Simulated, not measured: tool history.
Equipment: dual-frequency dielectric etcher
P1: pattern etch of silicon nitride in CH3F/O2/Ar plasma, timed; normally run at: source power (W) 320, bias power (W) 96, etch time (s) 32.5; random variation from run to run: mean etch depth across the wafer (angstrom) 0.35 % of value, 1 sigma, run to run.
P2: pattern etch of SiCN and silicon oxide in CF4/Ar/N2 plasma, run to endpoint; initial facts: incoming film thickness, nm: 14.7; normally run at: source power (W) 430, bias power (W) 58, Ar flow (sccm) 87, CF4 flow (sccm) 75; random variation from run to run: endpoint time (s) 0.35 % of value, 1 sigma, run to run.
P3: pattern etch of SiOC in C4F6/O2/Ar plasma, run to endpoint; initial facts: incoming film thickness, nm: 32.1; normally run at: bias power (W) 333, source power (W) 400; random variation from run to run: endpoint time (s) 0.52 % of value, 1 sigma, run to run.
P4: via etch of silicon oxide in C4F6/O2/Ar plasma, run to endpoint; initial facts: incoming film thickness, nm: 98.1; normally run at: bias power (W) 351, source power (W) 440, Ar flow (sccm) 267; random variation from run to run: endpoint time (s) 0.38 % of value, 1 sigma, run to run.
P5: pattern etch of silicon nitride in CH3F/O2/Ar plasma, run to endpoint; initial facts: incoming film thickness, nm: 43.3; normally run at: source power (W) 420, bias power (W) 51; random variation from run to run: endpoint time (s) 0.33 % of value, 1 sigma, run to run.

run   hour  process that ran  source power (W)  bias power (W)  etch time (s)  Ar flow (sccm)  CF4 flow (sccm)  hours since the last wet clean  hours since the last source power generator calibration  hours since the last bias power generator calibration  mean etch depth across the wafer (angstrom)  endpoint time (s)
  1    6.6                P1               320              96           32.5                                                            250.5                                                   2620.3                                                  655.4                                       224.14
  2   14.1                P4               440             477                            267                                              258                                                   2627.8                                                  662.9                                                            21.7
  3   20.2                P3               400             333                                                                           264.1                                                   2633.9                                                    669                                                          12.826
  4   26.8                P1               320             136           32.5                                                            270.7                                                   2640.5                                                  675.6                                       256.16
  5   34.8                P1               320              62           32.5                                                            278.7                                                   2648.5                                                  683.6                                       193.97
  6   39.5                P1               320              96           32.5                                                            283.4                                                   2653.2                                                  688.3                                       225.38
  7   47.8                P2               430              44                             87               75                           291.7                                                   2661.5                                                  696.6                                                           20.37
  8   52.9                P4               440             351                            267                                            296.8                                                   2666.6                                                  701.7                                                          24.434
  9   60.6                P5               420              69                                                                           304.5                                                   2674.3                                                  709.4                                                          63.426
 10     66                P1               320              96             46                                                            309.9                                                   2679.7                                                  714.8                                       317.62
      71.8  -- wet clean of the chamber
 11   75.6                P2               430              58                             87               99                             3.8                                                   2689.3                                                  724.4                                                          17.997
 12   80.4                P3               570             333                                                                             8.6                                                   2694.1                                                  729.2                                                          11.381
 13   85.8                P4               440             351                            198                                               14                                                   2699.5                                                  734.6                                                           23.46
 14   94.4                P2               430              58                             87               75                            22.6                                                   2708.1                                                  743.2                                                           18.79
 15  101.9                P5               420              51                                                                            30.1                                                   2715.6                                                  750.7                                                           70.25
 16  106.5                P1               380              96           32.5                                                             34.7                                                   2720.2                                                  755.3                                       238.97
 17  112.2                P1               320              61           45.5                                                             40.4                                                   2725.9                                                    761                                       268.69
 18  120.5                P1               320              96           32.5                                                             48.7                                                   2734.2                                                  769.3                                       225.27
 19    127                P1               220              96           32.5                                                             55.2                                                   2740.7                                                  775.8                                        194.9
 20  136.4                P2               430              58                            123               75                            64.6                                                   2750.1                                                  785.2                                                          19.955
 21  142.9                P2               300              58                             87               75                            71.1                                                   2756.6                                                  791.7                                                          25.844
 22  151.4                P4               570             351                            267                                             79.6                                                   2765.1                                                  800.2                                                           22.05
 23  158.6                P1               320              96           32.5                                                             86.8                                                   2772.3                                                  807.4                                       225.39
 24  167.4                P1               320              96           32.5                                                             95.6                                                   2781.1                                                  816.2                                       224.38
 25  174.7                P4               440             351                            267                                            102.9                                                   2788.4                                                  823.5                                                          24.307
 26  182.3                P3               400             468                                                                           110.5                                                     2796                                                  831.1                                                          11.419
 27  191.8                P1               320              96           32.5                                                              120                                                   2805.5                                                  840.6                                       225.48
 28  201.5                P1               320              96             18                                                            129.7                                                   2815.2                                                  850.3                                       123.98
 29  207.9                P2               430              58                             87               75                           136.1                                                   2821.6                                                  856.7                                                          18.764
 30  212.4                P5               580              51                                                                           140.6                                                   2826.1                                                  861.2                                                          61.938

Run 31 is up next; what results do you expect?
 31   217                P1               320              96           32.5                                                            145.2                                                   2830.7                                                  865.8                                            ?

Run 31 produced mean etch depth across the wafer (angstrom) 224.22.

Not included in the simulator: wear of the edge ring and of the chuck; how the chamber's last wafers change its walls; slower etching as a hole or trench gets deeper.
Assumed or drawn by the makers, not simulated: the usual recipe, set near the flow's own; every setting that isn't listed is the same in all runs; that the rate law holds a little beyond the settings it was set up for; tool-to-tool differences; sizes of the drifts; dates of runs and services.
